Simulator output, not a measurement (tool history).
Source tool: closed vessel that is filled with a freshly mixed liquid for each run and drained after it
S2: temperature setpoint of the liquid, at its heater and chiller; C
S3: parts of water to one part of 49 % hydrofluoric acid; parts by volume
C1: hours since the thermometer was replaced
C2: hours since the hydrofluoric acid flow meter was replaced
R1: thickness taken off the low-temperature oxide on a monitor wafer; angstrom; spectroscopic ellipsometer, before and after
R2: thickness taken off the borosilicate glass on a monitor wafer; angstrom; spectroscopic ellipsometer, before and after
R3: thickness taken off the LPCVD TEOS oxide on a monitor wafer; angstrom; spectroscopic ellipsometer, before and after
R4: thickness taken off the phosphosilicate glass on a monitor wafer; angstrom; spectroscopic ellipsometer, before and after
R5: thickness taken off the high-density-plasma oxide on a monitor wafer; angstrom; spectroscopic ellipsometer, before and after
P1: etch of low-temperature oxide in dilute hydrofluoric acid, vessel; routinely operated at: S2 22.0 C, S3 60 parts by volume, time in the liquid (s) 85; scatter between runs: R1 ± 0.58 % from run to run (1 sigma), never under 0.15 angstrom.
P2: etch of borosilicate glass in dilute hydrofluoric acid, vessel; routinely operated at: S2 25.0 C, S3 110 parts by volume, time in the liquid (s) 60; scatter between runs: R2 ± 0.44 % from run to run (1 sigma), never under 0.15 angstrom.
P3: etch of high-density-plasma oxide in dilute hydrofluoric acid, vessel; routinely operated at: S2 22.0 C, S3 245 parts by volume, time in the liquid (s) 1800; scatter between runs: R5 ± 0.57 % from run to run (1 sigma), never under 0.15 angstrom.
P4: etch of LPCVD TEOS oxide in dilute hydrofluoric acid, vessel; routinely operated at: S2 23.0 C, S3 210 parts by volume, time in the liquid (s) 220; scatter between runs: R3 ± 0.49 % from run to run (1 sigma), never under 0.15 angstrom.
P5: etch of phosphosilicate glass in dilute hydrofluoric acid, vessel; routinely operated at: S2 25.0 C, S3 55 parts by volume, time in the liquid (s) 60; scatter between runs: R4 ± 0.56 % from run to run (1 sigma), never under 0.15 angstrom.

run 1 hour=5.2 | process_that_ran=P1 S2=22.0 S3=60 time_in_the_liquid_(s)=85 | C1=2059.2 C2=1054.5 | R1=141.300
run 2 hour=13.5 | process_that_ran=P2 S2=25.0 S3=45 time_in_the_liquid_(s)=60 | C1=2067.5 C2=1062.8 | R2=471.13
run 3 hour=20.7 | process_that_ran=P1 S2=30.0 S3=60 time_in_the_liquid_(s)=85 | C1=2074.7 C2=1070.0 | R1=194.600
run 4 hour=25.2 | process_that_ran=P4 S2=23.0 S3=210 time_in_the_liquid_(s)=30 | C1=2079.2 C2=1074.5 | R3=39.994
run 5 hour=33.0 | process_that_ran=P1 S2=22.0 S3=60 time_in_the_liquid_(s)=150 | C1=2087.0 C2=1082.3 | R1=248.180
run 6 hour=39.0 | process_that_ran=P1 S2=22.0 S3=60 time_in_the_liquid_(s)=85 | C1=2093.0 C2=1088.3 | R1=142.920
run 7 hour=47.7 | process_that_ran=P5 S2=25.0 S3=55 time_in_the_liquid_(s)=105 | C1=2101.7 C2=1097.0 | R4=1808.30
run 8 hour=52.3 | process_that_ran=P3 S2=22.0 S3=420 time_in_the_liquid_(s)=1800 | C1=2106.3 C2=1101.6 | R5=223.90
run 9 hour=59.5 | process_that_ran=P1 S2=28.0 S3=95 time_in_the_liquid_(s)=85 | C1=2113.5 C2=1108.8 | R1=109.730
run 10 hour=67.3 | process_that_ran=P3 S2=22.0 S3=245 time_in_the_liquid_(s)=1800 | C1=2121.3 C2=1116.6 | R5=444.10
run 11 hour=75.9 | process_that_ran=P4 S2=29.0 S3=210 time_in_the_liquid_(s)=220 | C1=2129.9 C2=1125.2 | R3=366.150
run 12 hour=83.6 | process_that_ran=P3 S2=30.0 S3=245 time_in_the_liquid_(s)=1800 | C1=2137.6 C2=1132.9 | R5=590.58
run 13 hour=92.5 | process_that_ran=P4 S2=23.0 S3=45 time_in_the_liquid_(s)=220 | C1=2146.5 C2=1141.8 | R3=1657.600
run 14 hour=101.0 | process_that_ran=P5 S2=21.0 S3=55 time_in_the_liquid_(s)=60 | C1=2155.0 C2=1150.3 | R4=883.91
run 15 hour=107.1 | process_that_ran=P1 S2=22.0 S3=90 time_in_the_liquid_(s)=130 | C1=2161.1 C2=1156.4 | R1=139.010
run 16 hour=111.7 | process_that_ran=P3 S2=22.0 S3=245 time_in_the_liquid_(s)=3395 | C1=2165.7 C2=1161.0 | R5=856.74
-- hour=116.9 thermometer replaced
run 17 hour=120.0 | process_that_ran=P2 S2=25.0 S3=110 time_in_the_liquid_(s)=105 | C1=3.2 C2=1169.3 | R2=307.76
run 18 hour=125.6 | process_that_ran=P1 S2=22.0 S3=110 time_in_the_liquid_(s)=85 | C1=8.8 C2=1174.9 | R1=72.977
run 19 hour=132.5 | process_that_ran=P1 S2=18.0 S3=60 time_in_the_liquid_(s)=50 | C1=15.7 C2=1181.8 | R1=70.597
run 20 hour=139.9 | process_that_ran=P1 S2=17.5 S3=60 time_in_the_liquid_(s)=85 | C1=23.1 C2=1189.2 | R1=117.030
-- hour=140.3 hydrofluoric acid flow meter replaced
run 21 hour=149.2 | process_that_ran=P5 S2=25.0 S3=90 time_in_the_liquid_(s)=60 | C1=32.4 C2=9.0 | R4=602.11
run 22 hour=158.6 | process_that_ran=P1 S2=22.0 S3=25 time_in_the_liquid_(s)=85 | C1=41.8 C2=18.4 | R1=355.130
run 23 hour=167.2 | process_that_ran=P1 S2=22.0 S3=60 time_in_the_liquid_(s)=30 | C1=50.4 C2=27.0 | R1=50.218
run 24 hour=172.4 | process_that_ran=P2 S2=25.0 S3=110 time_in_the_liquid_(s)=60 | C1=55.6 C2=32.2 | R2=176.52
run 25 hour=177.4 | process_that_ran=P5 S2=25.0 S3=55 time_in_the_liquid_(s)=60 | C1=60.6 C2=37.2 | R4=1035.00
run 26 hour=183.1 | process_that_ran=P1 S2=22.0 S3=60 time_in_the_liquid_(s)=85 | C1=66.3 C2=42.9 | R1=142.550
run 27 hour=187.4 | process_that_ran=P2 S2=33.0 S3=110 time_in_the_liquid_(s)=60 | C1=70.6 C2=47.2 | R2=239.91
run 28 hour=194.2 | process_that_ran=P1 S2=22.0 S3=60 time_in_the_liquid_(s)=85 | C1=77.4 C2=54.0 | R1=141.030
run 29 hour=199.7 | process_that_ran=P4 S2=23.0 S3=210 time_in_the_liquid_(s)=220 | C1=82.9 C2=59.5 | R3=291.680
run 30 hour=207.1 | process_that_ran=P1 S2=22.0 S3=60 time_in_the_liquid_(s)=85 | C1=90.3 C2=66.9 | R1=141.710
run 31 hour=216.4 | process_that_ran=P1 S2=22.0 S3=60 time_in_the_liquid_(s)=85 | C1=99.6 C2=76.2 | R1=147.950
run 32 hour=221.7 | process_that_ran=P1 S2=22.0 S3=60 time_in_the_liquid_(s)=85 | C1=104.9 C2=81.5 | R1=146.570
run 33 hour=230.7 | process_that_ran=P1 S2=22.0 S3=60 time_in_the_liquid_(s)=85 | C1=113.9 C2=90.5 | R1=152.130
run 34 hour=235.3 | process_that_ran=P1 S2=22.0 S3=60 time_in_the_liquid_(s)=85 | C1=118.5 C2=95.1 | R1=153.260
run 35 hour=242.9 | process_that_ran=P1 S2=22.0 S3=60 time_in_the_liquid_(s)=85 | C1=126.1 C2=102.7 | R1=151.720
run 36 hour=247.5 | process_that_ran=P1 S2=22.0 S3=60 time_in_the_liquid_(s)=85 | C1=130.7 C2=107.3 | R1=153.990
run 37 hour=252.9 | process_that_ran=P1 S2=22.0 S3=60 time_in_the_liquid_(s)=85 | C1=136.1 C2=112.7 | R1=154.320
run 38 hour=260.1 | process_that_ran=P1 S2=22.0 S3=60 time_in_the_liquid_(s)=85 | C1=143.3 C2=119.9 | R1=154.440
run 39 hour=266.2 | process_that_ran=P1 S2=22.0 S3=60 time_in_the_liquid_(s)=85 | C1=149.4 C2=126.0 | R1=154.050
run 40 hour=274.9 | process_that_ran=P1 S2=22.0 S3=60 time_in_the_liquid_(s)=85 | C1=158.1 C2=134.7 | R1=155.340
run 41 hour=284.2 | process_that_ran=P1 S2=22.0 S3=60 time_in_the_liquid_(s)=85 | C1=167.4 C2=144.0 | R1=156.190

Something has made what P1 gives creep away from where it was; the 2 causes below, each at its own stated size, fit the log equally well:
A: hydrofluoric acid flow above the setpoint (%) = 8.51
B: liquid hotter than its thermometer reads (K) = 2.13
The drift started at roughly hour 207.1.

Consider the 4 check runs below, whose results appear as question marks and each of which averages 2 wafers. Which one distinguishes the causes, in that each cause would give it a clearly different result?
run check 1 hour=293.5 | process_that_ran=P3 S2=30.0 S3=245 time_in_the_liquid_(s)=3275 | R5=?
run check 2 hour=293.5 | process_that_ran=P2 S2=25.0 S3=65 time_in_the_liquid_(s)=60 | R2=?
run check 3 hour=293.5 | process_that_ran=P5 S2=25.0 S3=90 time_in_the_liquid_(s)=60 | R4=?
run check 4 hour=293.5 | process_that_ran=P4 S2=23.0 S3=55 time_in_the_liquid_(s)=220 | R3=?

Outcome of each check run for each possible cause:
check=check_1 result=R5 if_A=1201.50 if_B=1161.30
check=check_2 result=R2 if_A=347.19 if_B=346.03
check=check_3 result=R4 if_A=663.32 if_B=658.50
check=check_4 result=R3 if_A=1466.000 if_B=1466.100
How far apart the two closest causes lie, in the result that separates them most: check 1 3.4 %; check 2 0.34 %; check 3 0.73 %; check 4 0.01 %
Check 1 tells the causes apart: in the others they would give nearly the same result.

With check 1 done, the readings were: R5 1163.50 angstrom. Identify which of the listed causes applies.

The correct cause is B, namely: liquid hotter than its thermometer reads (K).
